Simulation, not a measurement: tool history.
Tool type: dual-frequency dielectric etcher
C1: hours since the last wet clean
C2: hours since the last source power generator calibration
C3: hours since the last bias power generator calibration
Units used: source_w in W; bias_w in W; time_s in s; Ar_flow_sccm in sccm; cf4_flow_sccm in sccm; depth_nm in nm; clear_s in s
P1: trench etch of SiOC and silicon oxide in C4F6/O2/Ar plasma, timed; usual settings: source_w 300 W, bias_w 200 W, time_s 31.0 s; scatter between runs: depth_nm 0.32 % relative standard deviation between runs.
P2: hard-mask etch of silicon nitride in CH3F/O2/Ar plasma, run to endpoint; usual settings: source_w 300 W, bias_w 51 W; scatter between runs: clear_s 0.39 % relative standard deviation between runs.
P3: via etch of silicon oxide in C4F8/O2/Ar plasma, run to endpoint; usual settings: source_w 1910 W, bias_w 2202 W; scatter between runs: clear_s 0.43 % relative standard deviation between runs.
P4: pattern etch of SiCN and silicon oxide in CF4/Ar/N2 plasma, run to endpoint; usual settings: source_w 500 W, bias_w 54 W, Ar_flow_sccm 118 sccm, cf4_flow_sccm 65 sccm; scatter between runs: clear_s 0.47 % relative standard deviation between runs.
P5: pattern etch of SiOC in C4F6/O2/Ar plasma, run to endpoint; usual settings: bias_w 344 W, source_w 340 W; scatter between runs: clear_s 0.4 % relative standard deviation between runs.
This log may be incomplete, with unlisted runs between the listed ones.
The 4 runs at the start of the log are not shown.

{"run": 5, "hour": 45.3, "process": "P3", "source_w": 1910, "bias_w": 2202, "C1": 217.4, "C2": 613.1, "C3": 2276.4, "clear_s": 296.3}
{"run": 6, "hour": 53.6, "process": "P2", "source_w": 300, "bias_w": 51, "C1": 225.7, "C2": 621.4, "C3": 2284.7, "clear_s": 61.457}
{"run": 7, "hour": 62.2, "process": "P4", "source_w": 500, "bias_w": 54, "Ar_flow_sccm": 118, "cf4_flow_sccm": 65, "C1": 234.3, "C2": 630.0, "C3": 2293.3, "clear_s": 13.58}
{"run": 8, "hour": 74.0, "process": "P1", "source_w": 240, "bias_w": 200, "time_s": 44.5, "C1": 246.1, "C2": 641.8, "C3": 2305.1, "depth_nm": 76.442}
{"run": 9, "hour": 82.5, "process": "P1", "source_w": 300, "bias_w": 118, "time_s": 31.0, "C1": 254.6, "C2": 650.3, "C3": 2313.6, "depth_nm": 49.014}
{"run": 10, "hour": 95.3, "process": "P4", "source_w": 640, "bias_w": 54, "Ar_flow_sccm": 118, "cf4_flow_sccm": 65, "C1": 267.4, "C2": 663.1, "C3": 2326.4, "clear_s": 10.941}
{"run": 11, "hour": 107.9, "process": "P1", "source_w": 370, "bias_w": 200, "time_s": 31.0, "C1": 280.0, "C2": 675.7, "C3": 2339.0, "depth_nm": 62.85}
{"run": 12, "hour": 118.6, "process": "P1", "source_w": 170, "bias_w": 200, "time_s": 31.0, "C1": 290.7, "C2": 686.4, "C3": 2349.7, "depth_nm": 46.58}
{"run": 13, "hour": 129.2, "process": "P1", "source_w": 300, "bias_w": 200, "time_s": 31.0, "C1": 301.3, "C2": 697.0, "C3": 2360.3, "depth_nm": 58.116}
{"run": 14, "hour": 135.0, "process": "P1", "source_w": 300, "bias_w": 200, "time_s": 31.0, "C1": 307.1, "C2": 702.8, "C3": 2366.1, "depth_nm": 57.887}
{"run": 15, "hour": 148.3, "process": "P3", "source_w": 1910, "bias_w": 2202, "C1": 320.4, "C2": 716.1, "C3": 2379.4, "clear_s": 296.16}
{"run": 16, "hour": 155.0, "process": "P1", "source_w": 230, "bias_w": 249, "time_s": 31.0, "C1": 327.1, "C2": 722.8, "C3": 2386.1, "depth_nm": 56.707}
{"run": 17, "hour": 168.2, "process": "P1", "source_w": 300, "bias_w": 200, "time_s": 31.0, "C1": 340.3, "C2": 736.0, "C3": 2399.3, "depth_nm": 58.171}
{"run": 18, "hour": 181.3, "process": "P2", "source_w": 170, "bias_w": 51, "C1": 353.4, "C2": 749.1, "C3": 2412.4, "clear_s": 75.527}
{"run": 19, "hour": 190.6, "process": "P4", "source_w": 500, "bias_w": 54, "Ar_flow_sccm": 118, "cf4_flow_sccm": 65, "C1": 362.7, "C2": 758.4, "C3": 2421.7, "clear_s": 13.654}
{"run": 20, "hour": 198.4, "process": "P3", "source_w": 1910, "bias_w": 2650, "C1": 370.5, "C2": 766.2, "C3": 2429.5, "clear_s": 284.0}
{"run": 21, "hour": 210.1, "process": "P1", "source_w": 300, "bias_w": 200, "time_s": 31.0, "C1": 382.2, "C2": 777.9, "C3": 2441.2, "depth_nm": 58.263}
{"run": 22, "hour": 221.2, "process": "P5", "source_w": 340, "bias_w": 344, "C1": 393.3, "C2": 789.0, "C3": 2452.3, "clear_s": 18.288}
{"run": 23, "hour": 232.2, "process": "P1", "source_w": 300, "bias_w": 279, "time_s": 31.0, "C1": 404.3, "C2": 800.0, "C3": 2463.3, "depth_nm": 64.897}
{"run": 24, "hour": 240.4, "process": "P1", "source_w": 300, "bias_w": 247, "time_s": 24.0, "C1": 412.5, "C2": 808.2, "C3": 2471.5, "depth_nm": 48.403}

For run 25, what comes out?
{"run": 25, "hour": 252.3, "process": "P5", "source_w": 340, "bias_w": 429, "C1": 424.4, "C2": 820.1, "C3": 2483.4, "clear_s": "?"}

Run 25 measured clear_s 16.838 s.
